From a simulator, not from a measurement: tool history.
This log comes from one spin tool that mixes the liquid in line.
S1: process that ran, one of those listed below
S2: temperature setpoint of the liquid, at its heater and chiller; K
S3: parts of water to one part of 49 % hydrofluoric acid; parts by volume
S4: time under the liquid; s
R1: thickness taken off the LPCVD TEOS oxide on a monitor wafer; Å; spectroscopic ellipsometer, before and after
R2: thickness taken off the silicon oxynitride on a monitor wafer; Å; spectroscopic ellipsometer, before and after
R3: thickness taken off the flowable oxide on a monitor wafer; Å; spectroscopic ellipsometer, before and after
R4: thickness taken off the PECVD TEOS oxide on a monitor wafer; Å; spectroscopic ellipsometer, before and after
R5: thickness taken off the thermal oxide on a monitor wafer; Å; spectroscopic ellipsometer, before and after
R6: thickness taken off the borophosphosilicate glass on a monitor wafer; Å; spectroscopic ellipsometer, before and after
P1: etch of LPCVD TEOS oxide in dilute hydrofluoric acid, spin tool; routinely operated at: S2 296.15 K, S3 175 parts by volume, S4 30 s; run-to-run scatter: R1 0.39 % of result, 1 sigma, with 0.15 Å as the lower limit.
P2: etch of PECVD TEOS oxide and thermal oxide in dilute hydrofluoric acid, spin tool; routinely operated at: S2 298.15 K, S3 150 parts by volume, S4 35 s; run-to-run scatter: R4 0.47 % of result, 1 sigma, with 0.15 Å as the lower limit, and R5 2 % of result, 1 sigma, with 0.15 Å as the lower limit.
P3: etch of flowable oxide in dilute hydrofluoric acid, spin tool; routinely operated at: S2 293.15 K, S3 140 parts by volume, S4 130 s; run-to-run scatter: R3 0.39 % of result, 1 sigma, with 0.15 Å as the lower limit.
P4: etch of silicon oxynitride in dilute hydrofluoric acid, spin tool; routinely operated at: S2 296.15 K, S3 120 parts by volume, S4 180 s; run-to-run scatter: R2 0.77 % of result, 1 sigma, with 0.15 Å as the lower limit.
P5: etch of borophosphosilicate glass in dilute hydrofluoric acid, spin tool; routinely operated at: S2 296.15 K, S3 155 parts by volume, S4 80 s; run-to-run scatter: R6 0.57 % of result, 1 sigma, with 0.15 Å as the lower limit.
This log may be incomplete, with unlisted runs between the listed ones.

{"run": 1, "hour": 7.3, "S1": "P1", "S2": 296.15, "S3": 175, "S4": 30, "R1": 68.897}
{"run": 2, "hour": 13.0, "S1": "P1", "S2": 296.15, "S3": 175, "S4": 30, "R1": 69.365}
{"run": 3, "hour": 19.6, "S1": "P4", "S2": 296.15, "S3": 120, "S4": 330, "R2": 49.916}
{"run": 4, "hour": 26.8, "S1": "P3", "S2": 293.15, "S3": 140, "S4": 130, "R3": 372.27}
{"run": 5, "hour": 32.0, "S1": "P1", "S2": 304.15, "S3": 175, "S4": 30, "R1": 92.619}
{"run": 6, "hour": 36.7, "S1": "P2", "S2": 298.15, "S3": 150, "S4": 35, "R4": 52.726, "R5": 10.372}
{"run": 7, "hour": 41.8, "S1": "P1", "S2": 296.15, "S3": 255, "S4": 30, "R1": 43.691}
{"run": 8, "hour": 49.2, "S1": "P4", "S2": 296.15, "S3": 120, "S4": 180, "R2": 27.498}
{"run": 9, "hour": 56.4, "S1": "P1", "S2": 296.15, "S3": 60, "S4": 50, "R1": 383.09}
{"run": 10, "hour": 59.7, "S1": "P1", "S2": 296.15, "S3": 90, "S4": 30, "R1": 147.34}
{"run": 11, "hour": 65.6, "S1": "P1", "S2": 296.15, "S3": 175, "S4": 50, "R1": 115.29}
{"run": 12, "hour": 69.5, "S1": "P5", "S2": 302.15, "S3": 155, "S4": 80, "R6": 258.32}
{"run": 13, "hour": 74.2, "S1": "P5", "S2": 296.15, "S3": 155, "S4": 125, "R6": 324.89}
{"run": 14, "hour": 80.9, "S1": "P5", "S2": 296.15, "S3": 155, "S4": 80, "R6": 206.92}
{"run": 15, "hour": 84.9, "S1": "P1", "S2": 296.15, "S3": 175, "S4": 15, "R1": 34.102}
{"run": 16, "hour": 91.0, "S1": "P1", "S2": 296.15, "S3": 175, "S4": 30, "R1": 69.241}
{"run": 17, "hour": 98.5, "S1": "P5", "S2": 296.15, "S3": 280, "S4": 80, "R6": 101.16}
{"run": 18, "hour": 102.7, "S1": "P3", "S2": 293.15, "S3": 140, "S4": 15, "R3": 43.525}
{"run": 19, "hour": 109.4, "S1": "P1", "S2": 296.15, "S3": 175, "S4": 30, "R1": 69.552}
{"run": 20, "hour": 114.2, "S1": "P1", "S2": 290.15, "S3": 175, "S4": 30, "R1": 54.53}
{"run": 21, "hour": 119.3, "S1": "P4", "S2": 296.15, "S3": 120, "S4": 180, "R2": 27.269}
{"run": 22, "hour": 122.9, "S1": "P2", "S2": 298.15, "S3": 150, "S4": 15, "R4": 22.67, "R5": 4.5709}
{"run": 23, "hour": 127.8, "S1": "P4", "S2": 290.15, "S3": 120, "S4": 180, "R2": 20.744}
{"run": 24, "hour": 133.5, "S1": "P1", "S2": 296.15, "S3": 50, "S4": 60, "R1": 561.19}
{"run": 25, "hour": 137.2, "S1": "P3", "S2": 300.65, "S3": 140, "S4": 130, "R3": 498.29}
{"run": 26, "hour": 143.3, "S1": "P4", "S2": 296.15, "S3": 25, "S4": 180, "R2": 140.64}
{"run": 27, "hour": 150.0, "S1": "P1", "S2": 296.15, "S3": 55, "S4": 15, "R1": 126.9}
{"hour": 150.5, "done": "hydrofluoric acid flow meter replaced"}
{"run": 28, "hour": 153.9, "S1": "P3", "S2": 293.15, "S3": 140, "S4": 130, "R3": 373.38}
{"run": 29, "hour": 157.6, "S1": "P1", "S2": 296.15, "S3": 175, "S4": 30, "R1": 68.817}
{"run": 30, "hour": 162.6, "S1": "P3", "S2": 293.15, "S3": 230, "S4": 130, "R3": 205.94}
{"run": 31, "hour": 168.4, "S1": "P1", "S2": 296.15, "S3": 175, "S4": 30, "R1": 68.931}
{"run": 32, "hour": 175.1, "S1": "P2", "S2": 298.15, "S3": 65, "S4": 35, "R4": 136.46, "R5": 28.303}
{"run": 33, "hour": 179.3, "S1": "P2", "S2": 291.15, "S3": 150, "S4": 35, "R4": 40.165, "R5": 8.2625}
{"run": 34, "hour": 185.4, "S1": "P1", "S2": 296.15, "S3": 175, "S4": 30, "R1": 68.968}
{"run": 35, "hour": 192.7, "S1": "P1", "S2": 296.15, "S3": 175, "S4": 30, "R1": 68.936}
{"run": 36, "hour": 197.3, "S1": "P1", "S2": 296.15, "S3": 175, "S4": 30, "R1": 66.771}
{"run": 37, "hour": 201.3, "S1": "P1", "S2": 296.15, "S3": 175, "S4": 30, "R1": 64.931}
{"run": 38, "hour": 205.0, "S1": "P1", "S2": 296.15, "S3": 175, "S4": 30, "R1": 64.388}
{"run": 39, "hour": 209.2, "S1": "P1", "S2": 296.15, "S3": 175, "S4": 30, "R1": 63.21}
{"run": 40, "hour": 214.9, "S1": "P1", "S2": 296.15, "S3": 175, "S4": 30, "R1": 63.081}
{"run": 41, "hour": 220.7, "S1": "P1", "S2": 296.15, "S3": 175, "S4": 30, "R1": 62.992}

P1 no longer gives what it gave before; its output has crept away from where it was. The following 2 causes, each at its listed size, fit the log equally well:
A: hydrofluoric acid flow below the setpoint (%) = 7.37
B: liquid colder than its thermometer reads (K) = 2.38
Onset of the creep was near hour 192.7.

Consider the 4 check runs below, whose results appear as question marks and each of which averages 3 wafers. Which one distinguishes the causes, in that each cause would give it a clearly different result?
{"run": "check 1", "hour": 226.5, "S1": "P3", "S2": 299.15, "S3": 140, "S4": 130, "R3": "?"}
{"run": "check 2", "hour": 226.5, "S1": "P5", "S2": 301.65, "S3": 155, "S4": 80, "R6": "?"}
{"run": "check 3", "hour": 226.5, "S1": "P4", "S2": 290.15, "S3": 80, "S4": 180, "R2": "?"}
{"run": "check 4", "hour": 226.5, "S1": "P2", "S2": 293.65, "S3": 150, "S4": 15, "R4": "?", "R5": "?"}

What each check would give under each cause:
check=check_1 result=R3 if_A=430.230 if_B=429.840
check=check_2 result=R6 if_A=231.98 if_B=232.97
check=check_3 result=R2 if_A=28.901 if_B=27.737
check=check_4 result=R4 if_A=17.477 if_B=17.366
check=check_4 result=R5 if_A=3.5549 if_B=3.5324
How far apart the two closest causes lie, in the result that separates them most: check 1 0.09 %; check 2 0.43 %; check 3 4.11 %; check 4 0.64 %
Check 3 distinguishes between the causes, while the remaining checks would return nearly the same result for all of them.

The results of check 3 are: R2 28.834 Å. Based on these, which of the listed causes is it?

The correct cause is A, namely: hydrofluoric acid flow below the setpoint (%).

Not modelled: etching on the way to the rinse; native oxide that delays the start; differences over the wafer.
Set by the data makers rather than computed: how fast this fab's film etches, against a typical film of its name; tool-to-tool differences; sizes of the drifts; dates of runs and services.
